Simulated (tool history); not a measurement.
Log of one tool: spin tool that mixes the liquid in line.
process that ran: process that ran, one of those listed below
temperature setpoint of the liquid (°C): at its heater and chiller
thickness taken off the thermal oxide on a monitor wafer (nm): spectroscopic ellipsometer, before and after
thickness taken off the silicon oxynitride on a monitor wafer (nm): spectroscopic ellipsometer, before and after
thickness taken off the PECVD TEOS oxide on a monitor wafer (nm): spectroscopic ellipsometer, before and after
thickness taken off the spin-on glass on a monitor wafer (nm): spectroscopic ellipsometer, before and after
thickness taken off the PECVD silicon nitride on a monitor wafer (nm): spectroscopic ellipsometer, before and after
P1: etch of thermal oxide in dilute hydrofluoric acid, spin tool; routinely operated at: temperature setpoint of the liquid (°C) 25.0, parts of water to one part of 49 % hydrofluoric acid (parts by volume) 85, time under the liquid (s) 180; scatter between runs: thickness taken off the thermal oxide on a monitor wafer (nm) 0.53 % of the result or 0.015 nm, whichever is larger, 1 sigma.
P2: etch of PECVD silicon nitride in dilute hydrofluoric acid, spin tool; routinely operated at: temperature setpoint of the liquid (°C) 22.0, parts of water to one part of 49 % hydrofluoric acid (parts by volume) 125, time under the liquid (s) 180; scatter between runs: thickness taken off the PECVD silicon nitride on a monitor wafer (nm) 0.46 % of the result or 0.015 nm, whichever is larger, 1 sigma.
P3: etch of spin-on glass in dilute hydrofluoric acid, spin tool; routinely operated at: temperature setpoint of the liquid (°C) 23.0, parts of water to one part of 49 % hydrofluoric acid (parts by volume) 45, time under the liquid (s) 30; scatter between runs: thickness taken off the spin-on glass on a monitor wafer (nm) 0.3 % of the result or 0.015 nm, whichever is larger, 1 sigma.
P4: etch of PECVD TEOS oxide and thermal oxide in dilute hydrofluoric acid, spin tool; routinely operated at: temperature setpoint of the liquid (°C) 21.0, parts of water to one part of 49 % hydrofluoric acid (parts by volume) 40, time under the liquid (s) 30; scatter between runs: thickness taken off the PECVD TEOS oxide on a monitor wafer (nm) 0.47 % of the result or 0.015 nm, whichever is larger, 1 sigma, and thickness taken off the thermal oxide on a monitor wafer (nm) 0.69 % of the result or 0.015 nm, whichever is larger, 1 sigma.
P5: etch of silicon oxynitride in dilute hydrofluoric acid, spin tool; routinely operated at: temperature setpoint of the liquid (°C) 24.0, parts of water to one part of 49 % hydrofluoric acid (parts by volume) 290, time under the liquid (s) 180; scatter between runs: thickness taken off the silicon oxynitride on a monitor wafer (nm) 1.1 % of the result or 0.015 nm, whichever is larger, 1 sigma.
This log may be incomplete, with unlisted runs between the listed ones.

| run | day | process that ran | temperature setpoint of the liquid (°C) | parts of water to one part of 49 % hydrofluoric acid (parts by volume) | time under the liquid (s) | hours since the thermometer was replaced | hours since the hydrofluoric acid flow meter was replaced | thickness taken off the thermal oxide on a monitor wafer (nm) | thickness taken off the silicon oxynitride on a monitor wafer (nm) | thickness taken off the PECVD TEOS oxide on a monitor wafer (nm) | thickness taken off the spin-on glass on a monitor wafer (nm) | thickness taken off the PECVD silicon nitride on a monitor wafer (nm) |
|---|---|---|---|---|---|---|---|---|---|---|---|---|
| 1 | 0.325 | P1 | 25.0 | 85 | 180 | 1050.8 | 966.4 | 10.5230 |  |  |  |  |
| 2 | 0.600 | P1 | 25.0 | 125 | 180 | 1057.4 | 973.0 | 6.7674 |  |  |  |  |
| 3 | 0.808 | P1 | 25.0 | 130 | 270 | 1062.4 | 978.0 | 9.7509 |  |  |  |  |
| 4 | 0.983 | P1 | 17.5 | 85 | 180 | 1066.6 | 982.2 | 7.7412 |  |  |  |  |
| 5 | 1.179 | P5 | 32.0 | 290 | 180 | 1071.3 | 986.9 |  | 2.9724 |  |  |  |
|  | 1.367 | thermometer replaced |
| 6 | 1.525 | P1 | 25.0 | 85 | 180 | 3.8 | 995.2 | 10.5360 |  |  |  |  |
| 7 | 1.767 | P4 | 21.0 | 60 | 30 | 9.6 | 1001.0 | 2.0700 |  | 7.320 |  |  |
| 8 | 2.067 | P1 | 25.0 | 85 | 180 | 16.8 | 1008.2 | 10.5100 |  |  |  |  |
| 9 | 2.246 | P1 | 25.0 | 35 | 180 | 21.1 | 1012.5 | 27.1870 |  |  |  |  |
| 10 | 2.446 | P3 | 23.0 | 45 | 30 | 25.9 | 1017.3 |  |  |  | 30.248 |  |
| 11 | 2.679 | P5 | 24.0 | 290 | 100 | 31.5 | 1022.9 |  | 1.1563 |  |  |  |
| 12 | 2.938 | P1 | 25.0 | 85 | 180 | 37.7 | 1029.1 | 10.5260 |  |  |  |  |
| 13 | 3.129 | P1 | 25.0 | 85 | 180 | 42.3 | 1033.7 | 10.5360 |  |  |  |  |
| 14 | 3.388 | P2 | 22.0 | 125 | 180 | 48.5 | 1039.9 |  |  |  |  | 5.53120 |
| 15 | 3.679 | P1 | 25.0 | 85 | 275 | 55.5 | 1046.9 | 16.0360 |  |  |  |  |
| 16 | 3.846 | P2 | 22.0 | 125 | 180 | 59.5 | 1050.9 |  |  |  |  | 5.51790 |
| 17 | 4.167 | P4 | 29.0 | 40 | 30 | 67.2 | 1058.6 | 4.4515 |  | 15.803 |  |  |
| 18 | 4.417 | P3 | 17.0 | 45 | 30 | 73.2 | 1064.6 |  |  |  | 23.472 |  |
| 19 | 4.679 | P5 | 24.0 | 60 | 180 | 79.5 | 1070.9 |  | 12.4280 |  |  |  |
| 20 | 5.029 | P4 | 21.0 | 40 | 30 | 87.9 | 1079.3 | 3.1759 |  | 11.331 |  |  |
| 21 | 5.275 | P5 | 24.0 | 290 | 180 | 93.8 | 1085.2 |  | 2.1391 |  |  |  |
| 22 | 5.429 | P1 | 25.0 | 85 | 45 | 97.5 | 1088.9 | 2.6385 |  |  |  |  |
| 23 | 5.617 | P1 | 29.0 | 85 | 180 | 102.0 | 1093.4 | 12.2950 |  |  |  |  |
| 24 | 5.875 | P2 | 22.0 | 220 | 180 | 108.2 | 1099.6 |  |  |  |  | 3.16230 |
| 25 | 6.029 | P2 | 17.0 | 125 | 180 | 111.9 | 1103.3 |  |  |  |  | 3.94210 |
| 26 | 6.300 | P3 | 23.0 | 45 | 50 | 118.4 | 1109.8 |  |  |  | 50.633 |  |
| 27 | 6.617 | P4 | 21.0 | 40 | 30 | 126.0 | 1117.4 | 3.1538 |  | 11.381 |  |  |
| 28 | 6.842 | P3 | 23.0 | 75 | 30 | 131.4 | 1122.8 |  |  |  | 17.450 |  |
| 29 | 7.188 | P4 | 21.0 | 40 | 55 | 139.7 | 1131.1 | 5.8362 |  | 20.758 |  |  |
| 30 | 7.404 | P2 | 22.0 | 125 | 30 | 144.9 | 1136.3 |  |  |  |  | 0.90789 |
| 31 | 7.588 | P1 | 25.0 | 85 | 180 | 149.3 | 1140.7 | 10.4340 |  |  |  |  |
| 32 | 7.879 | P1 | 25.0 | 85 | 180 | 156.3 | 1147.7 | 10.8990 |  |  |  |  |
| 33 | 8.221 | P1 | 25.0 | 85 | 180 | 164.5 | 1155.9 | 11.1780 |  |  |  |  |
| 34 | 8.517 | P1 | 25.0 | 85 | 180 | 171.6 | 1163.0 | 11.2080 |  |  |  |  |
| 35 | 8.817 | P1 | 25.0 | 85 | 180 | 178.8 | 1170.2 | 11.3680 |  |  |  |  |
| 36 | 9.067 | P1 | 25.0 | 85 | 180 | 184.8 | 1176.2 | 11.3860 |  |  |  |  |
| 37 | 9.262 | P1 | 25.0 | 85 | 180 | 189.5 | 1180.9 | 11.4310 |  |  |  |  |

What P1 gives has crept away from where it was. These 2 causes fit the log equally well, each at the size given:
A: liquid hotter than its thermometer reads (K) = 2.01
B: hydrofluoric acid flow above the setpoint (%) = 7.38
Creep in the process output first set in at about day 7.588.

Each of the 4 check runs below uses one wafer; its results are left as question marks. Which run tells the causes apart?
| check 1 | 9.458 | P2 | 17.0 | 125 | 180 |  |  |  |  |  |  | ? |
| check 2 | 9.458 | P3 | 23.0 | 70 | 45 |  |  |  |  |  | ? |  |
| check 3 | 9.458 | P5 | 27.5 | 65 | 180 |  |  |  | ? |  |  |  |
| check 4 | 9.458 | P4 | 24.0 | 40 | 55 |  |  | ? |  | ? |  |  |

Check results expected under each cause:
| check | result | if A | if B |
|---|---|---|---|
| check 1 | thickness taken off the PECVD silicon nitride on a monitor wafer (nm) | 4.48920 | 4.18980 |
| check 2 | thickness taken off the spin-on glass on a monitor wafer (nm) | 30.640 | 30.513 |
| check 3 | thickness taken off the silicon oxynitride on a monitor wafer (nm) | 14.6180 | 14.3560 |
| check 4 | thickness taken off the thermal oxide on a monitor wafer (nm) | 7.1520 | 7.0962 |
| check 4 | thickness taken off the PECVD TEOS oxide on a monitor wafer (nm) | 25.541 | 25.341 |
How far apart the two closest causes lie, in the result that separates them most: check 1 6.9 %; check 2 0.42 %; check 3 1.81 %; check 4 0.78 %
Only check 1 tells the causes apart: in the others they would give nearly the same result.

With check 1 done, the readings were: thickness taken off the PECVD silicon nitride on a monitor wafer (nm) 4.48260. Identify which of the listed causes applies.

A is the cause: liquid hotter than its thermometer reads (K).

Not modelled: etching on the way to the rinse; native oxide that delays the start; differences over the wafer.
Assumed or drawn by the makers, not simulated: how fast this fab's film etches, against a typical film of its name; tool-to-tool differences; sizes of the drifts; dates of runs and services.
